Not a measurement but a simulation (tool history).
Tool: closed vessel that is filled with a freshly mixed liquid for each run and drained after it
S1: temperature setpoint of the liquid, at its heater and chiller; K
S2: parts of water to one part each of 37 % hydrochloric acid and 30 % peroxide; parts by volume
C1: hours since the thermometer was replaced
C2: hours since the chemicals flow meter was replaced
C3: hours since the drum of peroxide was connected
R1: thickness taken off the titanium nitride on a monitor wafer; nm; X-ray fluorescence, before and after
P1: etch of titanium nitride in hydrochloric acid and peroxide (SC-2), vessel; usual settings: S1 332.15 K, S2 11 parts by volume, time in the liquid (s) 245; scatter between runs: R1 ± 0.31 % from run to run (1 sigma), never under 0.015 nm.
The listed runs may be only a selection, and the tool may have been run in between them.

{"run": 1, "day": 0.275, "S1": 332.15, "S2": 11, "time in the liquid (s)": 245, "C1": 427.8, "C2": 319.7, "C3": 405.8, "R1": 9.6057}
{"run": 2, "day": 0.638, "S1": 332.15, "S2": 11, "time in the liquid (s)": 245, "C1": 436.5, "C2": 328.4, "C3": 414.5, "R1": 9.5769}
{"run": 3, "day": 1.217, "S1": 316.15, "S2": 11, "time in the liquid (s)": 245, "C1": 450.4, "C2": 342.3, "C3": 428.4, "R1": 3.3159}
{"day": 1.296, "done": "thermometer replaced"}
{"run": 4, "day": 1.725, "S1": 332.15, "S2": 11, "time in the liquid (s)": 475, "C1": 10.4, "C2": 354.5, "C3": 440.6, "R1": 18.697}
{"run": 5, "day": 2.062, "S1": 319.65, "S2": 11, "time in the liquid (s)": 475, "C1": 18.5, "C2": 362.6, "C3": 448.7, "R1": 8.229}
{"run": 6, "day": 2.45, "S1": 332.15, "S2": 11, "time in the liquid (s)": 245, "C1": 27.8, "C2": 371.9, "C3": 458.0, "R1": 9.6932}
{"run": 7, "day": 2.833, "S1": 345.15, "S2": 11, "time in the liquid (s)": 245, "C1": 37.0, "C2": 381.1, "C3": 467.2, "R1": 21.224}
{"run": 8, "day": 3.242, "S1": 340.15, "S2": 11, "time in the liquid (s)": 50, "C1": 46.8, "C2": 390.9, "C3": 477.0, "R1": 3.2231}
{"run": 9, "day": 3.729, "S1": 332.15, "S2": 19, "time in the liquid (s)": 245, "C1": 58.5, "C2": 402.6, "C3": 488.7, "R1": 5.9797}
{"run": 10, "day": 4.117, "S1": 332.15, "S2": 11, "time in the liquid (s)": 245, "C1": 67.8, "C2": 411.9, "C3": 498.0, "R1": 9.5585}
{"run": 11, "day": 4.629, "S1": 332.15, "S2": 11, "time in the liquid (s)": 30, "C1": 80.1, "C2": 424.2, "C3": 510.3, "R1": 1.1958}
{"run": 12, "day": 4.933, "S1": 332.15, "S2": 11, "time in the liquid (s)": 245, "C1": 87.4, "C2": 431.5, "C3": 517.6, "R1": 9.6332}
{"run": 13, "day": 5.429, "S1": 332.15, "S2": 4, "time in the liquid (s)": 245, "C1": 99.3, "C2": 443.4, "C3": 529.5, "R1": 20.945}
{"run": 14, "day": 5.796, "S1": 332.15, "S2": 11, "time in the liquid (s)": 245, "C1": 108.1, "C2": 452.2, "C3": 538.3, "R1": 9.6135}
{"run": 15, "day": 6.288, "S1": 322.65, "S2": 11, "time in the liquid (s)": 145, "C1": 119.9, "C2": 464.0, "C3": 550.1, "R1": 3.0877}
{"run": 16, "day": 6.783, "S1": 332.15, "S2": 11, "time in the liquid (s)": 245, "C1": 131.8, "C2": 475.9, "C3": 562.0, "R1": 9.5901}
{"run": 17, "day": 7.254, "S1": 332.15, "S2": 11, "time in the liquid (s)": 245, "C1": 143.1, "C2": 487.2, "C3": 573.3, "R1": 9.5821}
{"run": 18, "day": 7.675, "S1": 332.15, "S2": 11, "time in the liquid (s)": 245, "C1": 153.2, "C2": 497.3, "C3": 583.4, "R1": 9.8619}
{"run": 19, "day": 8.108, "S1": 332.15, "S2": 11, "time in the liquid (s)": 245, "C1": 163.6, "C2": 507.7, "C3": 593.8, "R1": 10.148}
{"run": 20, "day": 8.696, "S1": 332.15, "S2": 11, "time in the liquid (s)": 245, "C1": 177.7, "C2": 521.8, "C3": 607.9, "R1": 10.297}
{"run": 21, "day": 9.117, "S1": 332.15, "S2": 11, "time in the liquid (s)": 245, "C1": 187.8, "C2": 531.9, "C3": 618.0, "R1": 10.366}

The next listed run, before its measurement:
{"run": 22, "day": 9.521, "S1": 332.15, "S2": 11, "time in the liquid (s)": 245, "C1": 197.5, "C2": 541.6, "C3": 627.7, "R1": "?"}

R1: 10.3770 nm

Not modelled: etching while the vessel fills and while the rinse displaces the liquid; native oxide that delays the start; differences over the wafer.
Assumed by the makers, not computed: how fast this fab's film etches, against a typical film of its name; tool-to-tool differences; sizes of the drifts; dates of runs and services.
